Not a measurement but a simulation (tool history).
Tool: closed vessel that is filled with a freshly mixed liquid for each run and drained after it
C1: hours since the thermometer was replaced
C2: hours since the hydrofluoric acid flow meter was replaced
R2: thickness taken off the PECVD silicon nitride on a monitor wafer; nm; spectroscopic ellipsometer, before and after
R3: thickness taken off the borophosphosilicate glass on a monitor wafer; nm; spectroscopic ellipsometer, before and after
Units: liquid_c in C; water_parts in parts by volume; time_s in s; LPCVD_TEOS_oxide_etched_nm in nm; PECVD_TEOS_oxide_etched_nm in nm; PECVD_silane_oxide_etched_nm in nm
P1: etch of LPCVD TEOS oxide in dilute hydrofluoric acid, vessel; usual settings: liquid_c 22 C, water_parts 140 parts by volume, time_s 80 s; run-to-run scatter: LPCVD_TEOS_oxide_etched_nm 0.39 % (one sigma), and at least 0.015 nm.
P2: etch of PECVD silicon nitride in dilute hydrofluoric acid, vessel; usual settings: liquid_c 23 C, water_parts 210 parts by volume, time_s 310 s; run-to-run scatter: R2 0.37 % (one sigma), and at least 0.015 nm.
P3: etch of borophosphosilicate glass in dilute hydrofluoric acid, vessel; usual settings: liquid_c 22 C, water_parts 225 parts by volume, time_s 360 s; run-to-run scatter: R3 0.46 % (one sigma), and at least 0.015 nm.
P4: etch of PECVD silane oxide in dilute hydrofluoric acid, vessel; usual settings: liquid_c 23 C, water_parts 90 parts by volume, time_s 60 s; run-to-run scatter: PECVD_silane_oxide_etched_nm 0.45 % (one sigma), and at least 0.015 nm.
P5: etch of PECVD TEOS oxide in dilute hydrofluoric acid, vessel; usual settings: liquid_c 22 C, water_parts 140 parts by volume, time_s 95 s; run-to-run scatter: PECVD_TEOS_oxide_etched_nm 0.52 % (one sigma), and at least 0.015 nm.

run 1 hour=8.9 | process=P1 liquid_c=22 water_parts=140 time_s=80 | C1=1407.3 C2=101.2 | LPCVD_TEOS_oxide_etched_nm=18.809
run 2 hour=16.3 | process=P1 liquid_c=29.5 water_parts=140 time_s=80 | C1=1414.7 C2=108.6 | LPCVD_TEOS_oxide_etched_nm=24.532
run 3 hour=21 | process=P1 liquid_c=22 water_parts=140 time_s=80 | C1=1419.4 C2=113.3 | LPCVD_TEOS_oxide_etched_nm=18.689
run 4 hour=29.6 | process=P2 liquid_c=23 water_parts=210 time_s=310 | C1=1428 C2=121.9 | R2=7.7356
run 5 hour=37.9 | process=P3 liquid_c=22 water_parts=225 time_s=55 | C1=1436.3 C2=130.2 | R3=6.8936
run 6 hour=43.4 | process=P5 liquid_c=22 water_parts=140 time_s=95 | C1=1441.8 C2=135.7 | PECVD_TEOS_oxide_etched_nm=7.5161
run 7 hour=50.2 | process=P3 liquid_c=22 water_parts=225 time_s=360 | C1=1448.6 C2=142.5 | R3=44.749
run 8 hour=56.9 | process=P3 liquid_c=22 water_parts=400 time_s=360 | C1=1455.3 C2=149.2 | R3=21.495
run 9 hour=63.4 | process=P5 liquid_c=22 water_parts=65 time_s=95 | C1=1461.8 C2=155.7 | PECVD_TEOS_oxide_etched_nm=17.669
run 10 hour=70.1 | process=P1 liquid_c=22 water_parts=140 time_s=80 | C1=1468.5 C2=162.4 | LPCVD_TEOS_oxide_etched_nm=18.562
run 11 hour=75.6 | process=P2 liquid_c=30.5 water_parts=210 time_s=310 | C1=1474 C2=167.9 | R2=12.155
run 12 hour=81.6 | process=P2 liquid_c=23 water_parts=95 time_s=310 | C1=1480 C2=173.9 | R2=16.899
run 13 hour=87.7 | process=P5 liquid_c=22 water_parts=140 time_s=185 | C1=1486.1 C2=180 | PECVD_TEOS_oxide_etched_nm=14.631
run 14 hour=96.4 | process=P4 liquid_c=23 water_parts=90 time_s=100 | C1=1494.8 C2=188.7 | PECVD_silane_oxide_etched_nm=29.516
run 15 hour=105.2 | process=P1 liquid_c=17.5 water_parts=140 time_s=30 | C1=1503.6 C2=197.5 | LPCVD_TEOS_oxide_etched_nm=5.7739
run 16 hour=110.1 | process=P2 liquid_c=23 water_parts=210 time_s=30 | C1=1508.5 C2=202.4 | R2=0.74785
run 17 hour=115.7 | process=P1 liquid_c=22 water_parts=60 time_s=80 | C1=1514.1 C2=208 | LPCVD_TEOS_oxide_etched_nm=47.699
run 18 hour=121.1 | process=P4 liquid_c=23 water_parts=150 time_s=60 | C1=1519.5 C2=213.4 | PECVD_silane_oxide_etched_nm=9.8037
run 19 hour=129.4 | process=P1 liquid_c=18 water_parts=140 time_s=130 | C1=1527.8 C2=221.7 | LPCVD_TEOS_oxide_etched_nm=25.838
run 20 hour=133.4 | process=P1 liquid_c=22 water_parts=190 time_s=80 | C1=1531.8 C2=225.7 | LPCVD_TEOS_oxide_etched_nm=13.037
run 21 hour=138.5 | process=P3 liquid_c=22 water_parts=225 time_s=360 | C1=1536.9 C2=230.8 | R3=45.367
run 22 hour=142.9 | process=P1 liquid_c=17 water_parts=140 time_s=80 | C1=1541.3 C2=235.2 | LPCVD_TEOS_oxide_etched_nm=15.217
run 23 hour=149.8 | process=P5 liquid_c=18 water_parts=140 time_s=95 | C1=1548.2 C2=242.1 | PECVD_TEOS_oxide_etched_nm=6.4539
run 24 hour=154.1 | process=P3 liquid_c=28.5 water_parts=225 time_s=360 | C1=1552.5 C2=246.4 | R3=57.013
run 25 hour=159.7 | process=P4 liquid_c=23 water_parts=90 time_s=60 | C1=1558.1 C2=252 | PECVD_silane_oxide_etched_nm=17.445
run 26 hour=163.7 | process=P1 liquid_c=22 water_parts=140 time_s=80 | C1=1562.1 C2=256 | LPCVD_TEOS_oxide_etched_nm=18.611
run 27 hour=170.4 | process=P4 liquid_c=27 water_parts=90 time_s=60 | C1=1568.8 C2=262.7 | PECVD_silane_oxide_etched_nm=20.72
run 28 hour=174.3 | process=P2 liquid_c=23 water_parts=210 time_s=310 | C1=1572.7 C2=266.6 | R2=7.7084
run 29 hour=180.3 | process=P5 liquid_c=22 water_parts=140 time_s=95 | C1=1578.7 C2=272.6 | PECVD_TEOS_oxide_etched_nm=7.5382
run 30 hour=184.2 | process=P1 liquid_c=22 water_parts=140 time_s=160 | C1=1582.6 C2=276.5 | LPCVD_TEOS_oxide_etched_nm=37.227
run 31 hour=188.2 | process=P1 liquid_c=22 water_parts=140 time_s=30 | C1=1586.6 C2=280.5 | LPCVD_TEOS_oxide_etched_nm=6.9766
run 32 hour=195.4 | process=P1 liquid_c=17 water_parts=140 time_s=45 | C1=1593.8 C2=287.7 | LPCVD_TEOS_oxide_etched_nm=8.603
run 33 hour=199.4 | process=P4 liquid_c=23 water_parts=90 time_s=60 | C1=1597.8 C2=291.7 | PECVD_silane_oxide_etched_nm=17.695
run 34 hour=206.1 | process=P1 liquid_c=22 water_parts=140 time_s=80 | C1=1604.5 C2=298.4 | LPCVD_TEOS_oxide_etched_nm=18.581
run 35 hour=213.9 | process=P1 liquid_c=22 water_parts=140 time_s=80 | C1=1612.3 C2=306.2 | LPCVD_TEOS_oxide_etched_nm=19.31
run 36 hour=222.2 | process=P1 liquid_c=22 water_parts=140 time_s=80 | C1=1620.6 C2=314.5 | LPCVD_TEOS_oxide_etched_nm=19.64
run 37 hour=229.8 | process=P1 liquid_c=22 water_parts=140 time_s=80 | C1=1628.2 C2=322.1 | LPCVD_TEOS_oxide_etched_nm=19.66
run 38 hour=234.6 | process=P1 liquid_c=22 water_parts=140 time_s=80 | C1=1633 C2=326.9 | LPCVD_TEOS_oxide_etched_nm=19.884
run 39 hour=241.9 | process=P1 liquid_c=22 water_parts=140 time_s=80 | C1=1640.3 C2=334.2 | LPCVD_TEOS_oxide_etched_nm=19.913
run 40 hour=250.5 | process=P1 liquid_c=22 water_parts=140 time_s=80 | C1=1648.9 C2=342.8 | LPCVD_TEOS_oxide_etched_nm=19.957
run 41 hour=259.3 | process=P1 liquid_c=22 water_parts=140 time_s=80 | C1=1657.7 C2=351.6 | LPCVD_TEOS_oxide_etched_nm=20.079

What P1 gives has crept away from where it was. These 2 causes fit the log equally well, each at the size given:
A: liquid hotter than its thermometer reads (K) = 1.91
B: hydrofluoric acid flow above the setpoint (%) = 6.65
The creep began at about hour 206.1.

4 check runs are offered, one wafer each, their results left as question marks. Which one tells the causes apart?
run check 1 hour=268.1 | process=P3 liquid_c=22 water_parts=225 time_s=360 | R3=?
run check 2 hour=268.1 | process=P5 liquid_c=22 water_parts=140 time_s=95 | PECVD_TEOS_oxide_etched_nm=?
run check 3 hour=268.1 | process=P2 liquid_c=23 water_parts=210 time_s=310 | R2=?
run check 4 hour=268.1 | process=P4 liquid_c=23 water_parts=90 time_s=60 | PECVD_silane_oxide_etched_nm=?

What each check would give under each cause:
check=check_1 result=R3 if_A=48.407 if_B=48.807
check=check_2 result=PECVD_TEOS_oxide_etched_nm if_A=8.103 if_B=8.1014
check=check_3 result=R2 if_A=8.6971 if_B=8.2154
check=check_4 result=PECVD_silane_oxide_etched_nm if_A=18.983 if_B=18.887
How far apart the two closest causes lie, in the result that separates them most: check 1 0.82 %; check 2 0.02 %; check 3 5.7 %; check 4 0.5 %
Only check 3 tells the causes apart: in the others they would give nearly the same result.

Check 3 was then run and gave: R2 8.681 nm. Which cause is it?

It is A: liquid hotter than its thermometer reads (K).
